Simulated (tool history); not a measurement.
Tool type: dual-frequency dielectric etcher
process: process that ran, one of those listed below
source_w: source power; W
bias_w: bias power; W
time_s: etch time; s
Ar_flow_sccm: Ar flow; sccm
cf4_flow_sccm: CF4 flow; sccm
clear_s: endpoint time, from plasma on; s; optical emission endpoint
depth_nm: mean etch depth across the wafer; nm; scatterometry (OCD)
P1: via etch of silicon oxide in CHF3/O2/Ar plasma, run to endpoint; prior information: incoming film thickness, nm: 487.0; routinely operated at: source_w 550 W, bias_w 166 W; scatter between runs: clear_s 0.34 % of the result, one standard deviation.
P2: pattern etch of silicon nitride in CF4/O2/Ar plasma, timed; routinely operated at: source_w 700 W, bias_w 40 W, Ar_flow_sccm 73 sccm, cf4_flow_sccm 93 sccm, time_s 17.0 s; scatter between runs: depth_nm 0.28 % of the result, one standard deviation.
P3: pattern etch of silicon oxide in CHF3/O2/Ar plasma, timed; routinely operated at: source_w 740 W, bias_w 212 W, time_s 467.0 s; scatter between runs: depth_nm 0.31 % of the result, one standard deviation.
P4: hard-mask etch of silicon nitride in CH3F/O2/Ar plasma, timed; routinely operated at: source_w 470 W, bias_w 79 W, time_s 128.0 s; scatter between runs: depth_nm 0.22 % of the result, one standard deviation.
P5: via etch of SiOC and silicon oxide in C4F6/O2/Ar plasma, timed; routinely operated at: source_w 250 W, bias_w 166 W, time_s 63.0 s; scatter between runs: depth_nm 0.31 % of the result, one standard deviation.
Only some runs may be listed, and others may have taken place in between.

run,hour,process,source_w,bias_w,time_s,Ar_flow_sccm,cf4_flow_sccm,clear_s,depth_nm
1,5.0,P1,550,166,,,,260.85,
2,13.8,P1,550,115,,,,293.03,
3,18.6,P3,740,277,467.0,,,,1164.100
4,23.9,P5,250,166,37.0,,,,34.707
5,29.2,P1,550,166,,,,259.54,
6,36.4,P3,740,212,467.0,,,,1058.900
7,44.6,P5,250,166,63.0,,,,58.742
8,52.9,P3,740,212,357.5,,,,808.540
# hour 61.7: source power generator calibrated
9,62.5,P1,720,166,,,,232.98,
10,71.3,P2,700,48,17.0,73,93,,44.001
11,80.2,P1,550,166,,,,261.04,
# hour 82.7: bias power generator calibrated
12,88.5,P4,470,79,128.0,,,,93.647
13,95.5,P1,390,115,,,,333.34,
14,100.6,P1,550,166,,,,260.76,
15,107.0,P2,700,40,17.0,73,93,,41.092
16,114.6,P4,600,79,128.0,,,,102.910
17,120.0,P1,350,166,,,,308.26,
18,128.1,P5,190,166,63.0,,,,53.150
19,138.5,P4,470,79,128.0,,,,93.537
20,143.9,P4,470,109,128.0,,,,105.380
21,149.9,P1,550,166,,,,260.79,
22,157.4,P2,700,40,9.5,73,93,,23.059
23,163.5,P5,250,166,63.0,,,,59.203
24,168.1,P2,410,40,17.0,73,93,,25.685
25,176.7,P2,700,40,17.0,89,93,,40.127
26,186.3,P1,550,219,,,,235.98,
27,194.2,P2,700,40,17.0,73,112,,42.049
28,199.1,P3,610,212,467.0,,,,976.500
29,205.3,P3,740,212,467.0,,,,1063.400
30,212.7,P1,550,166,,,,259.33,
31,220.4,P5,250,230,63.0,,,,65.941
32,226.8,P4,470,79,185.5,,,,136.000
33,234.2,P1,550,166,,,,260.68,
34,239.7,P1,550,166,,,,261.67,
35,249.3,P1,550,166,,,,262.37,
36,257.7,P1,550,166,,,,263.44,
37,267.6,P1,550,166,,,,264.72,
38,274.5,P1,550,166,,,,264.02,
# hour 275.1: wet clean of the chamber
39,283.8,P1,550,166,,,,263.82,
40,291.0,P1,550,166,,,,264.37,
41,296.2,P1,550,166,,,,263.65,

P1 has crept away from where it was. The log is fitted equally well by each of these 2 causes, at the sizes shown:
A: bias power that arrives under what is set, % = 4.95
B: source power that arrives under what is set, % = 4.29
Onset of the creep was near hour 234.2.
Other possible causes, and why each is ruled out:
chamber walls in a state that lowers the etch rate, %: maintenance at hour 275.1, after the shift began, did not return the process to its former output

Of the 4 check runs listed below, each run on one wafer and each result written as a question mark, which would let you distinguish the listed causes because they would give clearly different results?
check 1,301.4,P2,700,40,17.0,73,93,,?
check 2,301.4,P5,250,166,63.0,,,,?
check 3,301.4,P4,470,79,128.0,,,,?
check 4,301.4,P3,740,212,467.0,,,,?

If the cause were each of the candidates in turn, the checks would give the following:
check,result,if A,if B
check 1,depth_nm,40.527,39.650
check 2,depth_nm,58.030,58.009
check 3,depth_nm,92.222,92.304
check 4,depth_nm,1040.000,1040.700
How far apart the two closest causes lie, in the result that separates them most: check 1 2.19 %; check 2 0.04 %; check 3 0.09 %; check 4 0.06 %
Check 1 distinguishes between the causes, while the remaining checks would return nearly the same result for all of them.

Here is what check 1 returned: depth_nm 40.504 nm. Which cause is it?

It was cause A: bias power that arrives under what is set, %.
